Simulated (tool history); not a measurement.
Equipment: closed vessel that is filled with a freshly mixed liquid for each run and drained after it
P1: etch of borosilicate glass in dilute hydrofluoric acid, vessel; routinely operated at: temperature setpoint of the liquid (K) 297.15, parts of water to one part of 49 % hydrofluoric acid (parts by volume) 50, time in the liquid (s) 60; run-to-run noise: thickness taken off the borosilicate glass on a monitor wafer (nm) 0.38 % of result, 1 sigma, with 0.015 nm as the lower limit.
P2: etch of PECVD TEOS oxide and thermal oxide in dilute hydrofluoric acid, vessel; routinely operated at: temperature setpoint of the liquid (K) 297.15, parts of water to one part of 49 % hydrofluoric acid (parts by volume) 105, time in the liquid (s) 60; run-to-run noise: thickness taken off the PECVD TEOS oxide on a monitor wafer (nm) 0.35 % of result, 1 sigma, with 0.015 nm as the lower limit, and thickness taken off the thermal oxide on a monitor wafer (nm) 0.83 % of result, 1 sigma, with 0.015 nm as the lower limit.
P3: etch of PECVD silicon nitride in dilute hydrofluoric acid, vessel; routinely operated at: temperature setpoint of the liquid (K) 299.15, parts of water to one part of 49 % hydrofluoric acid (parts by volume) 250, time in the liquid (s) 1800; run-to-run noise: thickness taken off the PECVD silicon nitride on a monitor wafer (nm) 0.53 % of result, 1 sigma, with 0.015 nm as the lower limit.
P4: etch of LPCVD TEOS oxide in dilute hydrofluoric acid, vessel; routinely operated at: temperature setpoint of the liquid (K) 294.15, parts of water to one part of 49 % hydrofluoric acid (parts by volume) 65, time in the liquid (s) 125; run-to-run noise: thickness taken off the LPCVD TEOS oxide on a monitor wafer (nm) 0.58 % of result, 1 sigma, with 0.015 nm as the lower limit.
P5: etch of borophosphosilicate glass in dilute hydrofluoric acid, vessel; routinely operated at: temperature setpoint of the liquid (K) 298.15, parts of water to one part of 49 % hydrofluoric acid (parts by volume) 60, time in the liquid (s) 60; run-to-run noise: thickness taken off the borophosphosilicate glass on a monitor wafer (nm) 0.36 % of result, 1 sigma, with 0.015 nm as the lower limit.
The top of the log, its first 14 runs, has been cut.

run    day  process that ran  temperature setpoint of the liquid (K)  parts of water to one part of 49 % hydrofluoric acid (parts by volume)  time in the liquid (s)  thickness taken off the borosilicate glass on a monitor wafer (nm)  thickness taken off the borophosphosilicate glass on a monitor wafer (nm)  thickness taken off the LPCVD TEOS oxide on a monitor wafer (nm)  thickness taken off the PECVD TEOS oxide on a monitor wafer (nm)  thickness taken off the thermal oxide on a monitor wafer (nm)  thickness taken off the PECVD silicon nitride on a monitor wafer (nm)
 15  3.371                P2                                  297.15                                                                     105                      60                                                                                                                                                                                                                                                                             15.456                                                         2.6719
 16  3.692                P4                                  294.15                                                                     105                     125                                                                                                                                                                                                           18.069
 17  3.971                P4                                  294.15                                                                      65                     230                                                                                                                                                                                                           56.491
 18  4.142                P1                                  304.65                                                                      50                      60                                                               34.71
 19  4.304                P5                                  298.15                                                                      25                      60                                                                                                                                         238.72
 20  4.512                P1                                  297.15                                                                      50                      60                                                              25.574
 21  4.667                P3                                  299.15                                                                     250                      90                                                                                                                                                                                                                                                                                                                                                                                                                  0.71744
 22  4.858                P4                                  294.15                                                                      65                     125                                                                                                                                                                                                           30.999
 23  5.129                P1                                  297.15                                                                      90                      60                                                              13.418
 24  5.446                P2                                  297.15                                                                      25                      60                                                                                                                                                                                                                                                                             72.019                                                         12.236
 25  5.692                P1                                  302.65                                                                      50                      30                                                              15.941
     5.879  -- hydrofluoric acid flow meter replaced
 26  6.017                P1                                  297.15                                                                      50                      35                                                              15.016
 27  6.271                P1                                  297.15                                                                      20                      60                                                              66.722
 28  6.521                P3                                  306.15                                                                     250                    1800                                                                                                                                                                                                                                                                                                                                                                                                                   20.885
 29  6.667                P3                                  299.15                                                                     250                    1800                                                                                                                                                                                                                                                                                                                                                                                                                   13.974
 30  6.938                P1                                  297.15                                                                      50                     100                                                              42.736
 31  7.129                P2                                  291.65                                                                     105                      60                                                                                                                                                                                                                                                                             12.326                                                         2.1287
 32  7.362                P1                                  297.15                                                                      50                      60                                                              25.621
 33  7.654                P4                                  294.15                                                                      65                     125                                                                                                                                                                                                           30.847
 34  7.854                P5                                  298.15                                                                      60                      60                                                                                                                                         95.212

Run 35 comes next. What will it give?
 35  8.05                P1                                  297.15                                                                      50                      60                                                                   ?

Logged for run 35: thickness taken off the borosilicate glass on a monitor wafer (nm) 25.575.
